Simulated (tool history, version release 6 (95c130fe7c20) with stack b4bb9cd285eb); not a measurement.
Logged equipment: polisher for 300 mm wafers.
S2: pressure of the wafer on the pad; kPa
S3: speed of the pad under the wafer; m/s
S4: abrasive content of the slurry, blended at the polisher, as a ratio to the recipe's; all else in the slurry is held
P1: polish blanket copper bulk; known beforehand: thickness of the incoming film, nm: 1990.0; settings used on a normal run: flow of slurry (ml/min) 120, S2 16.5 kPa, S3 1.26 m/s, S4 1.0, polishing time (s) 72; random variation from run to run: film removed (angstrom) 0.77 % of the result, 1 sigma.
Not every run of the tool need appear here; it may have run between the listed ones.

run 1 day=0.508 | flow_of_slurry_(ml/min)=120 S2=16.5 S3=1.26 S4=1.0 polishing_time_(s)=72 | film_removed_(angstrom)=6628.6
run 2 day=0.892 | flow_of_slurry_(ml/min)=120 S2=9.7 S3=1.26 S4=1.0 polishing_time_(s)=53 | film_removed_(angstrom)=2859.7
run 3 day=1.325 | flow_of_slurry_(ml/min)=185 S2=16.5 S3=1.26 S4=1.0 polishing_time_(s)=72 | film_removed_(angstrom)=7112.0
run 4 day=1.829 | flow_of_slurry_(ml/min)=120 S2=16.5 S3=1.26 S4=1.0 polishing_time_(s)=112 | film_removed_(angstrom)=10258.0
-- day=2.054 head pressure recalibrated
run 5 day=2.125 | flow_of_slurry_(ml/min)=120 S2=16.5 S3=1.26 S4=1.0 polishing_time_(s)=34 | film_removed_(angstrom)=3144.1
-- day=2.404 worn pad replaced by a new one
run 6 day=2.750 | flow_of_slurry_(ml/min)=120 S2=23.4 S3=1.26 S4=1.0 polishing_time_(s)=72 | film_removed_(angstrom)=9381.1
run 7 day=3.229 | flow_of_slurry_(ml/min)=120 S2=16.5 S3=0.56 S4=1.0 polishing_time_(s)=72 | film_removed_(angstrom)=2954.6
run 8 day=3.721 | flow_of_slurry_(ml/min)=120 S2=16.5 S3=1.26 S4=1.5 polishing_time_(s)=72 | film_removed_(angstrom)=7305.6
run 9 day=4.154 | flow_of_slurry_(ml/min)=120 S2=11.0 S3=0.60 S4=1.0 polishing_time_(s)=72 | film_removed_(angstrom)=2117.9
run 10 day=4.679 | flow_of_slurry_(ml/min)=120 S2=16.5 S3=0.82 S4=1.0 polishing_time_(s)=93 | film_removed_(angstrom)=5576.7
run 11 day=5.038 | flow_of_slurry_(ml/min)=120 S2=16.5 S3=1.26 S4=1.0 polishing_time_(s)=72 | film_removed_(angstrom)=6677.4
run 12 day=5.567 | flow_of_slurry_(ml/min)=120 S2=16.5 S3=1.26 S4=0.7 polishing_time_(s)=72 | film_removed_(angstrom)=6171.7
run 13 day=6.104 | flow_of_slurry_(ml/min)=120 S2=16.5 S3=1.26 S4=1.0 polishing_time_(s)=72 | film_removed_(angstrom)=6650.0
run 14 day=6.708 | flow_of_slurry_(ml/min)=120 S2=16.5 S3=1.26 S4=1.0 polishing_time_(s)=72 | film_removed_(angstrom)=6616.7
run 15 day=7.183 | flow_of_slurry_(ml/min)=70 S2=16.5 S3=1.26 S4=1.0 polishing_time_(s)=72 | film_removed_(angstrom)=5710.1
run 16 day=7.542 | flow_of_slurry_(ml/min)=120 S2=9.0 S3=1.26 S4=1.0 polishing_time_(s)=72 | film_removed_(angstrom)=3590.6
run 17 day=7.921 | flow_of_slurry_(ml/min)=120 S2=16.5 S3=1.96 S4=1.0 polishing_time_(s)=72 | film_removed_(angstrom)=10253.0
run 18 day=8.296 | flow_of_slurry_(ml/min)=120 S2=16.5 S3=1.26 S4=1.0 polishing_time_(s)=72 | film_removed_(angstrom)=6618.0
run 19 day=8.579 | flow_of_slurry_(ml/min)=120 S2=16.5 S3=1.26 S4=1.0 polishing_time_(s)=72 | film_removed_(angstrom)=6480.8
run 20 day=9.112 | flow_of_slurry_(ml/min)=120 S2=16.5 S3=1.26 S4=1.0 polishing_time_(s)=72 | film_removed_(angstrom)=6401.9
run 21 day=9.742 | flow_of_slurry_(ml/min)=120 S2=16.5 S3=1.26 S4=1.0 polishing_time_(s)=72 | film_removed_(angstrom)=6251.7
run 22 day=10.358 | flow_of_slurry_(ml/min)=120 S2=16.5 S3=1.26 S4=1.0 polishing_time_(s)=72 | film_removed_(angstrom)=6144.4
run 23 day=10.754 | flow_of_slurry_(ml/min)=120 S2=16.5 S3=1.26 S4=1.0 polishing_time_(s)=72 | film_removed_(angstrom)=6098.5

Run 24 comes next. What will it give?
run 24 day=11.025 | flow_of_slurry_(ml/min)=120 S2=16.5 S3=1.26 S4=1.0 polishing_time_(s)=72 | film_removed_(angstrom)=?

film removed (angstrom): 6158.2

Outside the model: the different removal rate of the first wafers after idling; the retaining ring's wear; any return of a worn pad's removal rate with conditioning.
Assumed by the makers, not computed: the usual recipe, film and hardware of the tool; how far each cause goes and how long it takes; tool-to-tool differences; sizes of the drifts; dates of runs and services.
